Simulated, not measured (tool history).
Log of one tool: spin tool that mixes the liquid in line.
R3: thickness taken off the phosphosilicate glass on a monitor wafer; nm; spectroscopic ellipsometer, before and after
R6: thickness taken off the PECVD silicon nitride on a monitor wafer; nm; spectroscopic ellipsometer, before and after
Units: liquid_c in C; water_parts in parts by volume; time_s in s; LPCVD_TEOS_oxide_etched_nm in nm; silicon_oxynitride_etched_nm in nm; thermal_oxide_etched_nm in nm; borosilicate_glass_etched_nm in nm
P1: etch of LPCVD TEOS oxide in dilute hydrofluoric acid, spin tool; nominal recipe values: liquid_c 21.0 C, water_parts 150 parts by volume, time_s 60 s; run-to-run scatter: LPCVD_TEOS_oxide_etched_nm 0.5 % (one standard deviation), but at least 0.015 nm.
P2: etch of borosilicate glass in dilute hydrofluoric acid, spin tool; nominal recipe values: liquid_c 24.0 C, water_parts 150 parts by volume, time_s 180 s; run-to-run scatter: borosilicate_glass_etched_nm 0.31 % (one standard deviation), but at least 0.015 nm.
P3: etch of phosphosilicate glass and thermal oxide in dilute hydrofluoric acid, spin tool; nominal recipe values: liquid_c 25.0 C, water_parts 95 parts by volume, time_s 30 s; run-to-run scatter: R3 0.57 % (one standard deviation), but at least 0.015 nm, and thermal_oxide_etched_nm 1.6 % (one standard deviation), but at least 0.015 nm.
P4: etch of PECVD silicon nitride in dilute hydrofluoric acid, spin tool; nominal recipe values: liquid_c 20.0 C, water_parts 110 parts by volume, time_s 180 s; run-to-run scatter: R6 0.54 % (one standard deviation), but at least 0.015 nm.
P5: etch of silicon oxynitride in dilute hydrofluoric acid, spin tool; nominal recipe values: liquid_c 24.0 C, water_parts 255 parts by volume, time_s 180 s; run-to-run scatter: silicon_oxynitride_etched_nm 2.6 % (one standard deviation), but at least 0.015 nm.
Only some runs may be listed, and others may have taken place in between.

run 1 hour=4.6 | process=P1 liquid_c=21.0 water_parts=150 time_s=60 | LPCVD_TEOS_oxide_etched_nm=9.2928
run 2 hour=11.1 | process=P1 liquid_c=27.0 water_parts=150 time_s=60 | LPCVD_TEOS_oxide_etched_nm=11.8020
run 3 hour=15.1 | process=P1 liquid_c=17.0 water_parts=150 time_s=60 | LPCVD_TEOS_oxide_etched_nm=8.0154
run 4 hour=19.0 | process=P5 liquid_c=24.0 water_parts=470 time_s=180 | silicon_oxynitride_etched_nm=0.48655
run 5 hour=26.1 | process=P3 liquid_c=25.0 water_parts=95 time_s=30 | R3=51.416 thermal_oxide_etched_nm=1.48900
run 6 hour=32.5 | process=P5 liquid_c=24.0 water_parts=255 time_s=20 | silicon_oxynitride_etched_nm=0.14238
run 7 hour=39.0 | process=P2 liquid_c=17.5 water_parts=150 time_s=180 | borosilicate_glass_etched_nm=16.149
run 8 hour=44.3 | process=P1 liquid_c=21.0 water_parts=150 time_s=60 | LPCVD_TEOS_oxide_etched_nm=9.4111
run 9 hour=50.3 | process=P1 liquid_c=21.0 water_parts=150 time_s=60 | LPCVD_TEOS_oxide_etched_nm=9.3567
run 10 hour=55.7 | process=P4 liquid_c=20.0 water_parts=110 time_s=15 | R6=0.57499
run 11 hour=61.2 | process=P1 liquid_c=21.0 water_parts=150 time_s=110 | LPCVD_TEOS_oxide_etched_nm=17.2180
run 12 hour=65.7 | process=P2 liquid_c=24.0 water_parts=150 time_s=295 | borosilicate_glass_etched_nm=34.056
run 13 hour=72.3 | process=P1 liquid_c=21.0 water_parts=150 time_s=15 | LPCVD_TEOS_oxide_etched_nm=2.3403
run 14 hour=76.2 | process=P1 liquid_c=21.0 water_parts=150 time_s=60 | LPCVD_TEOS_oxide_etched_nm=9.3840
run 15 hour=80.3 | process=P1 liquid_c=21.0 water_parts=210 time_s=60 | LPCVD_TEOS_oxide_etched_nm=6.3004
run 16 hour=87.8 | process=P5 liquid_c=24.0 water_parts=255 time_s=180 | silicon_oxynitride_etched_nm=1.02670
run 17 hour=96.2 | process=P3 liquid_c=25.0 water_parts=165 time_s=30 | R3=27.189 thermal_oxide_etched_nm=0.78429
run 18 hour=102.2 | process=P1 liquid_c=21.0 water_parts=60 time_s=60 | LPCVD_TEOS_oxide_etched_nm=26.0300
run 19 hour=108.5 | process=P4 liquid_c=20.0 water_parts=110 time_s=180 | R6=6.95500
run 20 hour=115.6 | process=P4 liquid_c=17.0 water_parts=110 time_s=180 | R6=5.72020
run 21 hour=121.3 | process=P1 liquid_c=21.0 water_parts=150 time_s=60 | LPCVD_TEOS_oxide_etched_nm=9.3420
run 22 hour=125.5 | process=P1 liquid_c=21.0 water_parts=150 time_s=60 | LPCVD_TEOS_oxide_etched_nm=9.4134
run 23 hour=130.1 | process=P3 liquid_c=25.0 water_parts=95 time_s=50 | R3=84.917 thermal_oxide_etched_nm=2.47830
run 24 hour=134.6 | process=P2 liquid_c=24.0 water_parts=150 time_s=180 | borosilicate_glass_etched_nm=20.905
run 25 hour=139.3 | process=P1 liquid_c=21.0 water_parts=150 time_s=60 | LPCVD_TEOS_oxide_etched_nm=9.2471
run 26 hour=147.4 | process=P5 liquid_c=30.5 water_parts=255 time_s=180 | silicon_oxynitride_etched_nm=1.35260
run 27 hour=151.8 | process=P3 liquid_c=32.5 water_parts=95 time_s=30 | R3=67.065 thermal_oxide_etched_nm=2.02170
run 28 hour=157.5 | process=P1 liquid_c=17.0 water_parts=150 time_s=15 | LPCVD_TEOS_oxide_etched_nm=1.9904
run 29 hour=165.2 | process=P4 liquid_c=20.0 water_parts=65 time_s=180 | R6=11.58200
run 30 hour=171.1 | process=P2 liquid_c=24.0 water_parts=270 time_s=180 | borosilicate_glass_etched_nm=10.193
run 31 hour=175.8 | process=P1 liquid_c=21.0 water_parts=150 time_s=60 | LPCVD_TEOS_oxide_etched_nm=9.4123
run 32 hour=181.6 | process=P1 liquid_c=21.0 water_parts=150 time_s=60 | LPCVD_TEOS_oxide_etched_nm=9.6004
run 33 hour=187.7 | process=P1 liquid_c=21.0 water_parts=150 time_s=60 | LPCVD_TEOS_oxide_etched_nm=9.8690
run 34 hour=191.9 | process=P1 liquid_c=21.0 water_parts=150 time_s=60 | LPCVD_TEOS_oxide_etched_nm=9.9925
run 35 hour=196.0 | process=P1 liquid_c=21.0 water_parts=150 time_s=60 | LPCVD_TEOS_oxide_etched_nm=10.0880
run 36 hour=204.5 | process=P1 liquid_c=21.0 water_parts=150 time_s=60 | LPCVD_TEOS_oxide_etched_nm=10.1200
run 37 hour=212.0 | process=P1 liquid_c=21.0 water_parts=150 time_s=60 | LPCVD_TEOS_oxide_etched_nm=10.1770
run 38 hour=216.0 | process=P1 liquid_c=21.0 water_parts=150 time_s=60 | LPCVD_TEOS_oxide_etched_nm=10.1620
run 39 hour=221.0 | process=P1 liquid_c=21.0 water_parts=150 time_s=60 | LPCVD_TEOS_oxide_etched_nm=10.2370
run 40 hour=229.5 | process=P1 liquid_c=21.0 water_parts=150 time_s=60 | LPCVD_TEOS_oxide_etched_nm=10.2010
run 41 hour=233.3 | process=P1 liquid_c=21.0 water_parts=150 time_s=60 | LPCVD_TEOS_oxide_etched_nm=10.1690
run 42 hour=241.4 | process=P1 liquid_c=21.0 water_parts=150 time_s=60 | LPCVD_TEOS_oxide_etched_nm=10.2730

P1 no longer gives what it gave before; its output has crept away from where it was. The following 2 causes, each at its listed size, fit the log equally well:
A: hydrofluoric acid flow above the setpoint (%) = 8.22
B: liquid hotter than its thermometer reads (K) = 2.35
The creep began at about hour 175.8.

Listed below are the offered check runs, one wafer per run, with question marks in place of results. For which of them would the causes give clearly different outcomes?
run check 1 hour=249.5 | process=P5 liquid_c=30.5 water_parts=255 time_s=180 | silicon_oxynitride_etched_nm=?
run check 2 hour=249.5 | process=P3 liquid_c=32.5 water_parts=95 time_s=45 | R3=? thermal_oxide_etched_nm=?
run check 3 hour=249.5 | process=P2 liquid_c=18.5 water_parts=150 time_s=290 | borosilicate_glass_etched_nm=?
run check 4 hour=249.5 | process=P4 liquid_c=20.0 water_parts=65 time_s=180 | R6=?

How each check would come out, cause by cause:
check=check_1 result=silicon_oxynitride_etched_nm if_A=1.48450 if_B=1.48110
check=check_2 result=R3 if_A=111.690 if_B=111.190
check=check_2 result=thermal_oxide_etched_nm if_A=3.32940 if_B=3.31460
check=check_3 result=borosilicate_glass_etched_nm if_A=29.653 if_B=29.751
check=check_4 result=R6 if_A=12.65300 if_B=13.75900
Per-check spread between the two closest causes, in the result where they differ most: check 1 0.23 %; check 2 0.45 %; check 3 0.33 %; check 4 8.38 %
The other checks would show nearly matching results whichever cause is true, so check 4 is the only one that separates the causes.

Running check 4 produced the following: R6 13.71100 nm. Which one of the listed causes fits?

Of the candidate causes, it is B: liquid hotter than its thermometer reads (K).

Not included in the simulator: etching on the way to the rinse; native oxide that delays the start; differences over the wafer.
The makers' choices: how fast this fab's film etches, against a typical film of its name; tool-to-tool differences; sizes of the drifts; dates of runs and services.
